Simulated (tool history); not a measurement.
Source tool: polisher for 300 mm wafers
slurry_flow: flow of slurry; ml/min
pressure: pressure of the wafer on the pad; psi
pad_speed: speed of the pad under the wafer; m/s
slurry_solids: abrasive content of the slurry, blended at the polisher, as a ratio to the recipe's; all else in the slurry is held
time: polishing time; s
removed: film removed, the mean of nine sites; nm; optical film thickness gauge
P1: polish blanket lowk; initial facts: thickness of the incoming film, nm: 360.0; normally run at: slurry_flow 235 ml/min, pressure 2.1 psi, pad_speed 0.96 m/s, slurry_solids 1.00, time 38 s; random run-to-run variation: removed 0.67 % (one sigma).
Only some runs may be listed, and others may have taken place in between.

| run | hour | slurry_flow | pressure | pad_speed | slurry_solids | time | wafers polished on this pad | hours since the slurry nozzle was cleaned | hours since the head pressure was calibrated | hours since the slurry blender was calibrated | hours since the conditioning disc was replaced | removed |
|---|---|---|---|---|---|---|---|---|---|---|---|---|
| 1 | 5.2 | 235 | 2.1 | 0.96 | 1.00 | 38 | 902 | 85.3 | 776.2 | 269.6 | 79.2 | 18.5330 |
| 2 | 11.6 | 235 | 2.1 | 0.96 | 1.35 | 57 | 1000 | 91.7 | 782.6 | 276.0 | 85.6 | 31.3570 |
| 3 | 18.7 | 360 | 2.1 | 0.96 | 1.00 | 38 | 1109 | 98.8 | 789.7 | 283.1 | 92.7 | 19.2500 |
| 4 | 22.6 | 235 | 2.1 | 0.96 | 1.00 | 38 | 1168 | 102.7 | 793.6 | 287.0 | 96.6 | 18.5780 |
| 5 | 26.2 | 235 | 2.1 | 0.64 | 1.00 | 38 | 1224 | 106.3 | 797.2 | 290.6 | 100.2 | 13.3250 |
| 6 | 32.9 | 235 | 2.1 | 0.96 | 1.00 | 52 | 1326 | 113.0 | 803.9 | 297.3 | 106.9 | 25.6350 |
| 7 | 37.1 | 235 | 2.1 | 0.96 | 1.00 | 38 | 1391 | 117.2 | 808.1 | 301.5 | 111.1 | 18.6570 |
| 8 | 44.3 | 235 | 2.1 | 0.96 | 1.50 | 38 | 1501 | 124.4 | 815.3 | 308.7 | 118.3 | 21.6020 |
| 9 | 48.2 | 235 | 2.1 | 1.40 | 1.00 | 38 | 1561 | 128.3 | 819.2 | 312.6 | 122.2 | 25.0880 |
| 10 | 53.9 | 235 | 2.1 | 0.96 | 1.00 | 38 | 1648 | 134.0 | 824.9 | 318.3 | 127.9 | 18.5330 |
| 11 | 60.6 | 165 | 2.1 | 0.46 | 1.00 | 38 | 1751 | 140.7 | 831.6 | 325.0 | 134.6 | 9.8404 |
| 12 | 64.2 | 235 | 2.1 | 0.96 | 1.00 | 38 | 1806 | 144.3 | 835.2 | 328.6 | 138.2 | 18.5760 |
| 13 | 69.8 | 235 | 1.1 | 0.96 | 1.00 | 38 | 1892 | 149.9 | 840.8 | 334.2 | 143.8 | 9.7590 |
| 14 | 75.1 | 145 | 2.1 | 0.96 | 1.00 | 38 | 1973 | 155.2 | 846.1 | 339.5 | 149.1 | 17.2560 |
| 15 | 79.4 | 235 | 2.1 | 0.96 | 0.50 | 38 | 2039 | 159.5 | 850.4 | 343.8 | 153.4 | 12.8410 |
| 16 | 84.0 | 325 | 2.1 | 0.96 | 1.00 | 23 | 2110 | 164.1 | 855.0 | 348.4 | 158.0 | 11.5020 |
| 17 | 89.6 | 235 | 2.1 | 0.96 | 1.00 | 38 | 2196 | 169.7 | 860.6 | 354.0 | 163.6 | 18.5480 |
|  | 92.4 | slurry blender recalibrated |
| 18 | 95.5 | 235 | 2.1 | 0.96 | 1.00 | 28 | 2286 | 175.6 | 866.5 | 3.2 | 169.5 | 13.8400 |
| 19 | 103.2 | 235 | 3.0 | 0.96 | 1.00 | 38 | 2404 | 183.3 | 874.2 | 10.9 | 177.2 | 26.6350 |
| 20 | 108.9 | 235 | 2.1 | 0.96 | 1.00 | 38 | 2492 | 189.0 | 879.9 | 16.6 | 182.9 | 18.6560 |
| 21 | 115.3 | 235 | 2.1 | 0.96 | 1.00 | 38 | 2590 | 195.4 | 886.3 | 23.0 | 189.3 | 17.8060 |
| 22 | 121.0 | 235 | 2.1 | 0.96 | 1.00 | 38 | 2677 | 201.1 | 892.0 | 28.7 | 195.0 | 17.5030 |
|  | 125.9 | slurry nozzle cleaned |
|  | 127.9 | worn pad replaced by a new one |
| 23 | 128.4 | 235 | 2.1 | 0.96 | 1.00 | 38 | 8 | 2.6 | 899.4 | 36.1 | 202.4 | 17.0980 |
| 24 | 136.1 | 235 | 2.1 | 0.96 | 1.00 | 38 | 126 | 10.3 | 907.1 | 43.8 | 210.1 | 17.2080 |
|  | 136.8 | conditioning disc replaced and pad reconditioned |
| 25 | 143.0 | 235 | 2.1 | 0.96 | 1.00 | 38 | 231 | 17.2 | 914.0 | 50.7 | 6.3 | 17.0490 |
| 26 | 148.9 | 235 | 2.1 | 0.96 | 1.00 | 38 | 322 | 23.1 | 919.9 | 56.6 | 12.2 | 16.8420 |

Something has made what P1 gives creep away from where it was; the 2 causes below, each at its own stated size, fit the log equally well:
A: abrasive missing from the slurry, % = 17
B: head's pressure below its setpoint, % = 8.54
The process output started creeping at around hour 108.9.
What rules out each remaining cause:
removal rate lost through wear of the pad, %: serviced at hour 127.9, which brought nothing back
slurry flow missing at the pad, %: serviced at hour 125.9, which brought nothing back
time polished since the conditioner stopped cutting, s: serviced at hour 136.8, which brought nothing back

Which of the 4 check runs listed below, each an average over 3 wafers with its results shown as question marks, gives clearly different results under the different listed causes?
| check 1 | 154.8 | 235 | 1.7 | 0.96 | 1.00 | 38 |  |  |  |  |  | ? |
| check 2 | 154.8 | 235 | 1.5 | 0.96 | 1.00 | 38 |  |  |  |  |  | ? |
| check 3 | 154.8 | 235 | 2.1 | 0.96 | 0.55 | 38 |  |  |  |  |  | ? |
| check 4 | 154.8 | 235 | 2.9 | 0.96 | 1.00 | 38 |  |  |  |  |  | ? |

Check results expected under each cause:
| check | result | if A | if B |
|---|---|---|---|
| check 1 | removed | 13.7750 | 13.7720 |
| check 2 | removed | 12.1550 | 12.1520 |
| check 3 | removed | 12.0690 | 12.4010 |
| check 4 | removed | 23.4990 | 23.4930 |
Smallest distance between any two causes, each pair judged by its most separating result, in per cent: check 1 0.03 %; check 2 0.03 %; check 3 2.71 %; check 4 0.03 %
Check 3 is the one run that separates the causes; every other check would come out nearly the same whichever cause is at work.

After running check 3, the following was obtained: removed 12.4040 nm. Which cause does this point to?

It is B: head's pressure below its setpoint, %.

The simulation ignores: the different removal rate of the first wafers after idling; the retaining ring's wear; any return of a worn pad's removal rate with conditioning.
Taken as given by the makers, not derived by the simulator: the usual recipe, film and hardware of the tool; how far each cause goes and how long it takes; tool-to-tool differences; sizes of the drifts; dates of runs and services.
